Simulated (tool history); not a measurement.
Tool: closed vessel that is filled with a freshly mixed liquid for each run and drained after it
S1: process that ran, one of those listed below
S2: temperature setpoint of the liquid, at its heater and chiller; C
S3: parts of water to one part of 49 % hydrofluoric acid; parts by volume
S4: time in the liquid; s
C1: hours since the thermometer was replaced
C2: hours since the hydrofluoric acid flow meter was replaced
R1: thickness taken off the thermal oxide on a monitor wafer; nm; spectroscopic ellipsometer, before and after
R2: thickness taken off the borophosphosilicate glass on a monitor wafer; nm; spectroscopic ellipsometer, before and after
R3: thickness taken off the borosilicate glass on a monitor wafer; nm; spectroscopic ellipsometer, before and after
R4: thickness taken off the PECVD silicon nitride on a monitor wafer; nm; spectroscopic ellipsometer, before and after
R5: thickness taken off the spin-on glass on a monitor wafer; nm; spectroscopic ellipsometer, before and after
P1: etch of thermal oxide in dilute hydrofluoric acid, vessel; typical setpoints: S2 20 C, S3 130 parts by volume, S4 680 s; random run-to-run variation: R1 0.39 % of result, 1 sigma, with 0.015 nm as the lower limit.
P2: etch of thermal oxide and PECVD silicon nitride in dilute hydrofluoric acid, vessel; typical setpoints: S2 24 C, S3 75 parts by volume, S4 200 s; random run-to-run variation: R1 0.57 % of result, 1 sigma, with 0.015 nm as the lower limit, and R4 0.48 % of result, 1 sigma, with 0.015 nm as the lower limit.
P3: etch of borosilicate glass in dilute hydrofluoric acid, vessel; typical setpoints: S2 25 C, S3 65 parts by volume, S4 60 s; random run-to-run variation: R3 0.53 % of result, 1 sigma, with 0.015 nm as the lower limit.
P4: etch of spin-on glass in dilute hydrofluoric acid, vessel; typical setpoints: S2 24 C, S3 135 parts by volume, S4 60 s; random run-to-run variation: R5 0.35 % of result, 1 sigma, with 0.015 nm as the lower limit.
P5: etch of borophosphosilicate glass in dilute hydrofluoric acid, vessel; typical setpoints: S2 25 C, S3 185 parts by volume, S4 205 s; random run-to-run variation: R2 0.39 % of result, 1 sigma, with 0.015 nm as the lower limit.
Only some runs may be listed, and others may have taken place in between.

| run | day | S1 | S2 | S3 | S4 | C1 | C2 | R1 | R2 | R3 | R4 | R5 |
|---|---|---|---|---|---|---|---|---|---|---|---|---|
| 1 | 0.167 | P1 | 20 | 130 | 680 | 792 | 749.4 | 20.269 |  |  |  |  |
| 2 | 0.338 | P5 | 25 | 185 | 30 | 796.1 | 753.5 |  | 4.888 |  |  |  |
| 3 | 0.596 | P1 | 17 | 130 | 680 | 802.3 | 759.7 | 17.936 |  |  |  |  |
| 4 | 0.788 | P3 | 25 | 65 | 60 | 806.9 | 764.3 |  |  | 34.007 |  |  |
| 5 | 1.108 | P2 | 24 | 75 | 200 | 814.6 | 772 | 13.193 |  |  | 8.6032 |  |
| 6 | 1.371 | P3 | 33 | 65 | 60 | 820.9 | 778.3 |  |  | 47.06 |  |  |
| 7 | 1.592 | P1 | 20 | 30 | 680 | 826.2 | 783.6 | 99.043 |  |  |  |  |
| 8 | 1.867 | P1 | 20 | 130 | 680 | 832.8 | 790.2 | 20.28 |  |  |  |  |
| 9 | 2.196 | P2 | 24 | 75 | 360 | 840.7 | 798.1 | 23.688 |  |  | 15.46 |  |
| 10 | 2.417 | P1 | 20 | 130 | 325 | 846 | 803.4 | 9.7915 |  |  |  |  |
| 11 | 2.654 | P5 | 25 | 185 | 205 | 851.7 | 809.1 |  | 33.49 |  |  |  |
| 12 | 2.929 | P1 | 20 | 215 | 680 | 858.3 | 815.7 | 11.217 |  |  |  |  |
| 13 | 3.267 | P4 | 18.5 | 135 | 60 | 866.4 | 823.8 |  |  |  |  | 13.536 |
| 14 | 3.546 | P3 | 25 | 65 | 60 | 873.1 | 830.5 |  |  | 34.149 |  |  |
| 15 | 3.867 | P4 | 24 | 30 | 60 | 880.8 | 838.2 |  |  |  |  | 86.118 |
| 16 | 4.121 | P3 | 25 | 65 | 30 | 886.9 | 844.3 |  |  | 16.959 |  |  |
| 17 | 4.392 | P1 | 20 | 130 | 1120 | 893.4 | 850.8 | 33.561 |  |  |  |  |
| 18 | 4.696 | P5 | 25 | 290 | 205 | 900.7 | 858.1 |  | 19.195 |  |  |  |
| 19 | 4.879 | P1 | 20 | 50 | 400 | 905.1 | 862.5 | 34 |  |  |  |  |
| 20 | 5.212 | P3 | 25 | 20 | 60 | 913.1 | 870.5 |  |  | 118.78 |  |  |
| 21 | 5.417 | P1 | 20 | 130 | 680 | 918 | 875.4 | 20.394 |  |  |  |  |
| 22 | 5.625 | P4 | 24 | 135 | 30 | 923 | 880.4 |  |  |  |  | 8.4247 |
| 23 | 5.842 | P1 | 27.5 | 130 | 680 | 928.2 | 885.6 | 27.095 |  |  |  |  |
| 24 | 6.029 | P5 | 29.5 | 185 | 205 | 932.7 | 890.1 |  | 39.582 |  |  |  |
| 25 | 6.371 | P5 | 25 | 185 | 205 | 940.9 | 898.3 |  | 33.473 |  |  |  |
| 26 | 6.629 | P4 | 24 | 135 | 60 | 947.1 | 904.5 |  |  |  |  | 16.798 |
| 27 | 6.867 | P2 | 24 | 75 | 200 | 952.8 | 910.2 | 13.102 |  |  | 8.5673 |  |
| 28 | 7.054 | P1 | 20 | 130 | 680 | 957.3 | 914.7 | 20.31 |  |  |  |  |
| 29 | 7.421 | P2 | 24 | 30 | 200 | 966.1 | 923.5 | 35.131 |  |  | 21.011 |  |
| 30 | 7.621 | P2 | 17 | 75 | 200 | 970.9 | 928.3 | 9.8467 |  |  | 5.3258 |  |
| 31 | 7.842 | P1 | 17 | 50 | 680 | 976.2 | 933.6 | 50.919 |  |  |  |  |
| 32 | 8.158 | P1 | 20 | 130 | 680 | 983.8 | 941.2 | 20.225 |  |  |  |  |
| 33 | 8.396 | P1 | 20 | 130 | 680 | 989.5 | 946.9 | 20.159 |  |  |  |  |
| 34 | 8.642 | P1 | 20 | 130 | 680 | 995.4 | 952.8 | 20.747 |  |  |  |  |
| 35 | 8.812 | P1 | 20 | 130 | 680 | 999.5 | 956.9 | 20.994 |  |  |  |  |
| 36 | 9.108 | P1 | 20 | 130 | 680 | 1006.6 | 964 | 21.277 |  |  |  |  |
| 37 | 9.471 | P1 | 20 | 130 | 680 | 1015.3 | 972.7 | 21.476 |  |  |  |  |
| 38 | 9.775 | P1 | 20 | 130 | 680 | 1022.6 | 980 | 21.564 |  |  |  |  |
| 39 | 10.129 | P1 | 20 | 130 | 680 | 1031.1 | 988.5 | 21.627 |  |  |  |  |
| 40 | 10.496 | P1 | 20 | 130 | 680 | 1039.9 | 997.3 | 21.715 |  |  |  |  |

What P1 gives has crept away from where it was. These 2 causes fit the log equally well, each at the size given:
A: hydrofluoric acid flow above the setpoint (%) = 5.7
B: liquid hotter than its thermometer reads (K) = 1.58
Onset of the creep was near day 8.396.

Each of the 4 check runs below uses one wafer; its results are left as question marks. Which run tells the causes apart?
| check 1 | 10.862 | P2 | 24 | 75 | 200 |  |  | ? |  |  | ? |  |
| check 2 | 10.862 | P5 | 25 | 185 | 205 |  |  |  | ? |  |  |  |
| check 3 | 10.862 | P4 | 24 | 135 | 60 |  |  |  |  |  |  | ? |
| check 4 | 10.862 | P3 | 25 | 65 | 60 |  |  |  |  | ? |  |  |

Outcome of each check run for each possible cause:
| check | result | if A | if B |
|---|---|---|---|
| check 1 | R1 | 13.965 | 14.004 |
| check 1 | R4 | 9.0988 | 9.5668 |
| check 2 | R2 | 35.793 | 35.478 |
| check 3 | R5 | 17.87 | 17.809 |
| check 4 | R3 | 36.347 | 36.46 |
Per-check spread between the two closest causes, in the result where they differ most: check 1 5.02 %; check 2 0.88 %; check 3 0.34 %; check 4 0.31 %
The other checks would show nearly matching results whichever cause is true, so check 1 is the only one that separates the causes.

Check 1 was then run and gave: R1 13.995 nm; R4 9.058 nm. Which cause is it?

It was cause A: hydrofluoric acid flow above the setpoint (%).
